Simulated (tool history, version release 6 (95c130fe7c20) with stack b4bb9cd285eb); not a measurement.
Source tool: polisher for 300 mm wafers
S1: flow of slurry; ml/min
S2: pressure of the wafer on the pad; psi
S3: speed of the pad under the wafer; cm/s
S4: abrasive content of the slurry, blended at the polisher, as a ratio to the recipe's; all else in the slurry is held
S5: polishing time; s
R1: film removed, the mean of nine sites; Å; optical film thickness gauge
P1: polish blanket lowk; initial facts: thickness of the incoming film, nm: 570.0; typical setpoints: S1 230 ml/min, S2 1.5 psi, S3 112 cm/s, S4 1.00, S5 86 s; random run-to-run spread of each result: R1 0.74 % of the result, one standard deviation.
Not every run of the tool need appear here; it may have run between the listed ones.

run  hour   S1   S2   S3    S4   S5      R1
  1   5.3  230  1.5  112  1.00   86  377.74
  2   8.5  230  1.5  112  0.60   86  292.82
  3  13.3  230  1.5  166  1.00   86  524.06
  4  16.5  230  1.5   82  1.00   86  296.67
  5  22.2  230  1.5  112  0.65   40  140.67
  6  26.9  230  1.5  112  1.00   86  378.79
  7  31.0  230  1.5  112  1.00   86  376.55
     33.1  -- slurry nozzle cleaned
  8  34.2  230  1.5  112  1.00   86  372.66
     37.1  -- slurry blender recalibrated
     38.0  -- conditioning disc replaced and pad reconditioned
  9  40.1  230  1.5  112  1.00   39  173.19
 10  42.9  230  1.5  112  1.35   86  427.64
 11  47.2  230  0.8  112  1.00   86  201.74
 12  52.6  230  1.5  112  1.00   86  379.55
 13  56.1  365  1.5  112  1.00   86  387.30
 14  60.4  145  1.5  112  1.00   86  349.66
 15  63.8  230  2.3  112  1.00   86  572.64
 16  66.7  230  1.5  112  1.00  122  532.66
 17  71.3  230  1.5  112  1.00   86  375.66
 18  76.8  230  1.5  112  1.00   86  352.81
     81.3  -- slurry nozzle cleaned
 19  82.3  230  1.5  112  1.00   86  340.25
     84.9  -- worn pad replaced by a new one
 20  87.2  230  1.5  112  1.00   86  335.72
 21  90.1  230  1.5  112  1.00   86  334.83
     91.5  -- conditioning disc replaced and pad reconditioned
 22  94.2  230  1.5  112  1.00   86  329.55
 23  98.3  230  1.5  112  1.00   86  333.38

Compared with where it was, what P1 gives has crept away. Each cause listed below fits the log as well as the rest, at the size given for it:
A: abrasive missing from the slurry, % = 22.8
B: head's pressure below its setpoint, % = 11.9
At approximately hour 71.3, the process output began to creep.
Why every other cause is out:
removal rate lost through wear of the pad, %: was serviced at hour 84.9, once the creep was under way, yet the earlier output never came back
slurry flow missing at the pad, %: was serviced at hour 81.3, once the creep was under way, yet the earlier output never came back
time polished since the conditioner stopped cutting, s: was serviced at hour 91.5, once the creep was under way, yet the earlier output never came back

Of the 4 check runs below, each run on 3 wafers with the results averaged and each result still a question mark, which one would tell the listed causes apart?
check 1  102.4  230  0.9  150  1.00   86   ?
check 2  102.4  230  1.5   84  1.00  119   ?
check 3  102.4  345  1.5  112  0.60   86   ?
check 4  102.4  230  1.5  162  1.00   39   ?

Outcome of each check run for each possible cause:
  check  result    if A    if B
check 1      R1  251.98  251.79
check 2      R1  365.43  365.17
check 3      R1  256.86  265.15
check 4      R1  202.54  202.39
Per check, the gap between the least separated pair of causes, taken in the result that splits them most: check 1 0.07 %; check 2 0.07 %; check 3 3.18 %; check 4 0.07 %
Check 3 tells the causes apart: in the others they would give nearly the same result.

Then check 3 was run and gave: R1 257.37 Å. Which cause is it?

It is A: abrasive missing from the slurry, %.
